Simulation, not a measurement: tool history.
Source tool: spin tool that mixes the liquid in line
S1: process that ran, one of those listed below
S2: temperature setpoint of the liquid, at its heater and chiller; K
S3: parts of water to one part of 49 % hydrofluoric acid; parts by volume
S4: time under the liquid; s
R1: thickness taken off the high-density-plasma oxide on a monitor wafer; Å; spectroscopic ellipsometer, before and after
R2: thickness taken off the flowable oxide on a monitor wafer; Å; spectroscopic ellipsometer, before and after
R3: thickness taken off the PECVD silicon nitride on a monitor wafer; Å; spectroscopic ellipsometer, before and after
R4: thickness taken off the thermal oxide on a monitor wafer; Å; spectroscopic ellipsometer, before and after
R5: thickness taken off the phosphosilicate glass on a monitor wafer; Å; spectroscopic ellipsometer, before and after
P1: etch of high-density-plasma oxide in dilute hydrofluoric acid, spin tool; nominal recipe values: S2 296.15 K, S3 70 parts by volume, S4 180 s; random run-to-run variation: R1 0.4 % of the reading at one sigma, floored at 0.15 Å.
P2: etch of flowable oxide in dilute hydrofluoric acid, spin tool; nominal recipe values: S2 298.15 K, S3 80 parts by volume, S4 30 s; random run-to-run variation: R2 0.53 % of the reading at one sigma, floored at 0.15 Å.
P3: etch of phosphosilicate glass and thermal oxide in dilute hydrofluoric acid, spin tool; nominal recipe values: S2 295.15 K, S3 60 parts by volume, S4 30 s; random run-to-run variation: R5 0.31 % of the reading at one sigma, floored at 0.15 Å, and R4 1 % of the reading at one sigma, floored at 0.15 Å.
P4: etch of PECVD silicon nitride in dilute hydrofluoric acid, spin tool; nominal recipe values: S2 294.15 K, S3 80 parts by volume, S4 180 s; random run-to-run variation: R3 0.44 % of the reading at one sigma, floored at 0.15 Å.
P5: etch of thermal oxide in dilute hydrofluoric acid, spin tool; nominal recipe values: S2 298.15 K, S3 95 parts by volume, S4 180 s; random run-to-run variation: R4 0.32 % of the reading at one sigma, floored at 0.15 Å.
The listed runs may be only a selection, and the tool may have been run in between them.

run   hour  S1      S2   S3   S4      R1      R2      R3      R4      R5
  1     11  P1  296.15   70  180  190.94
  2   29.3  P1  296.15   70  180  190.72
  3   38.8  P2  298.15   80   30          142.29
  4   57.1  P2  305.65   80   30          191.87
  5   73.5  P4  294.15   80  180                  61.764
  6   90.7  P5  290.15   95  180                           69.32
  7    106  P1  290.15   70  180  148.28
  8  121.3  P3  295.15  105   30                          12.197   154.3
  9  137.9  P1  301.15   70  180  233.27
 10  156.4  P2  298.15   25   30           500.8
 11  172.5  P2  298.15   80   50          240.35
 12  184.3  P5  298.15   95   65                          34.942
 13  197.2  P5  298.15   95  180                          96.257
 14  215.1  P4  294.15   80  180                  61.275
 15  232.3  P4  294.15   20  180                  235.88
 16  250.7  P5  298.15  145  180                          59.557
 17  267.3  P5  298.15   95  180                           96.96
 18  284.4  P1  296.15   70  180  189.86
 19  303.3  P1  296.15   70  180  188.84
 20  315.3  P3  295.15   60   15                          11.441  142.65
 21  327.2  P1  303.65   70   70  99.623
 22  341.1  P1  296.15   70  180  190.83

Run 23 has not been measured yet. What should we expect?
 23  354.3  P1  296.15  70  340   ?

{"run 23": {"R1": 359.54}}
